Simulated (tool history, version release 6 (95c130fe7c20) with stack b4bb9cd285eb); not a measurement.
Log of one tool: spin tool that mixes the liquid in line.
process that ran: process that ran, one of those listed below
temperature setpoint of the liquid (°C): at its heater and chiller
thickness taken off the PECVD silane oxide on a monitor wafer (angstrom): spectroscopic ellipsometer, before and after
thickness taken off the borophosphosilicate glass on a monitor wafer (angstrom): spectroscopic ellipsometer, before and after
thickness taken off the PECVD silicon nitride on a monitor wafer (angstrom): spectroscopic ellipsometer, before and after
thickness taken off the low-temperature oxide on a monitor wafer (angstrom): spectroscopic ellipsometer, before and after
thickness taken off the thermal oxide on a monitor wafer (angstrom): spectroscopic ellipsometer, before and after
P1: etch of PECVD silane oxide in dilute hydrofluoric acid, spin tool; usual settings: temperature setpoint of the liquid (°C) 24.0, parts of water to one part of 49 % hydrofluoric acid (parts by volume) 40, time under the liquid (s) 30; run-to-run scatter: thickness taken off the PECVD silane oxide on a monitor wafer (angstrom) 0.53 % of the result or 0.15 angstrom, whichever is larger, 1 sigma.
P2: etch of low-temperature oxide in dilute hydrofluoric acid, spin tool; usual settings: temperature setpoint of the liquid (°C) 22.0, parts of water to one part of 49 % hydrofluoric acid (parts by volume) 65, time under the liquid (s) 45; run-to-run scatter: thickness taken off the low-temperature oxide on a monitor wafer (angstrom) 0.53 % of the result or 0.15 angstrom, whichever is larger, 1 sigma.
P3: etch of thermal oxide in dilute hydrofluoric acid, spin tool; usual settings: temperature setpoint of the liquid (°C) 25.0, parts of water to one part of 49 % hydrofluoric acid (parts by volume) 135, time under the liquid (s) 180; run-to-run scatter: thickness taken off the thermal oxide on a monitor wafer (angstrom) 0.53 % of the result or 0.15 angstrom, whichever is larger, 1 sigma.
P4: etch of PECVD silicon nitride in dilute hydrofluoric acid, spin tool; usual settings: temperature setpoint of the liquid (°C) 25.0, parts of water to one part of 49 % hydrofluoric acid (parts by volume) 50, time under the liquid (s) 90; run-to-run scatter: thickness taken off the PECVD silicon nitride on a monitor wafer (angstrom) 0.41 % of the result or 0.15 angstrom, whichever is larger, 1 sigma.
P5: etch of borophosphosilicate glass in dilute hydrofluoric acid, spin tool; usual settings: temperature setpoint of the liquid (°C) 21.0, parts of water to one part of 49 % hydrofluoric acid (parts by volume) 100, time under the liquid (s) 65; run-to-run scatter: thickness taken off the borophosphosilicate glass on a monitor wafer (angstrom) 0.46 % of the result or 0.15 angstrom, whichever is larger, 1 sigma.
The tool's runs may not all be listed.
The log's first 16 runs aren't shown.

run   hour  process that ran  temperature setpoint of the liquid (°C)  parts of water to one part of 49 % hydrofluoric acid (parts by volume)  time under the liquid (s)  hours since the thermometer was replaced  hours since the hydrofluoric acid flow meter was replaced  thickness taken off the PECVD silane oxide on a monitor wafer (angstrom)  thickness taken off the borophosphosilicate glass on a monitor wafer (angstrom)  thickness taken off the PECVD silicon nitride on a monitor wafer (angstrom)  thickness taken off the low-temperature oxide on a monitor wafer (angstrom)  thickness taken off the thermal oxide on a monitor wafer (angstrom)
 17  224.4                P1                                     24.0                                                                      40                         30                                    1668.9                                                      346.3                                                                   186.130
 18  235.4                P1                                     30.5                                                                      40                         30                                    1679.9                                                      357.3                                                                   244.690
 19  247.3                P1                                     24.0                                                                      60                         60                                    1691.8                                                      369.2                                                                   241.190
 20  265.1                P1                                     24.0                                                                      40                         15                                    1709.6                                                      387.0                                                                    94.363
 21  276.9                P4                                     25.0                                                                      50                         90                                    1721.4                                                      398.8                                                                                                                                                                                                                                  74.184
 22  290.8                P1                                     24.0                                                                      40                         30                                    1735.3                                                      412.7                                                                   186.820
 23  299.5                P3                                     25.0                                                                     135                        180                                    1744.0                                                      421.4                                                                                                                                                                                                                                                                                                                                                                                    67.586
 24  315.4                P1                                     24.0                                                                      55                         50                                    1759.9                                                      437.3                                                                   223.130
 25  326.1                P5                                     21.0                                                                     100                         35                                    1770.6                                                      448.0                                                                                                                                                     95.918
 26  334.6                P1                                     24.0                                                                      60                         30                                    1779.1                                                      456.5                                                                   121.760
 27  349.7                P2                                     26.5                                                                      65                         45                                    1794.2                                                      471.6                                                                                                                                                                                                                                                                                                              153.640
 28  359.5                P2                                     22.0                                                                      20                         45                                    1804.0                                                      481.4                                                                                                                                                                                                                                                                                                              442.270
 29  373.9                P3                                     30.5                                                                     135                        180                                    1818.4                                                      495.8                                                                                                                                                                                                                                                                                                                                                                                    82.993
 30  383.5                P4                                     25.0                                                                      30                         90                                    1828.0                                                      505.4                                                                                                                                                                                                                                 122.750
 31  399.9                P5                                     21.0                                                                     100                         65                                    1844.4                                                      521.8                                                                                                                                                    177.570
 32  408.7                P1                                     24.0                                                                      55                         15                                    1853.2                                                      530.6                                                                    66.143
 33  427.2                P1                                     24.0                                                                      40                         30                                    1871.7                                                      549.1                                                                   188.080
 34  436.1                P1                                     24.0                                                                      40                         30                                    1880.6                                                      558.0                                                                   182.750
 35  448.0                P1                                     24.0                                                                      40                         30                                    1892.5                                                      569.9                                                                   181.250
 36  459.9                P1                                     24.0                                                                      40                         30                                    1904.4                                                      581.8                                                                   177.210

Forecast run 37:
 37  477.3                P1                                     24.0                                                                      40                         30                                    1921.8                                                      599.2                                                                         ?

thickness taken off the PECVD silane oxide on a monitor wafer (angstrom): 175.790
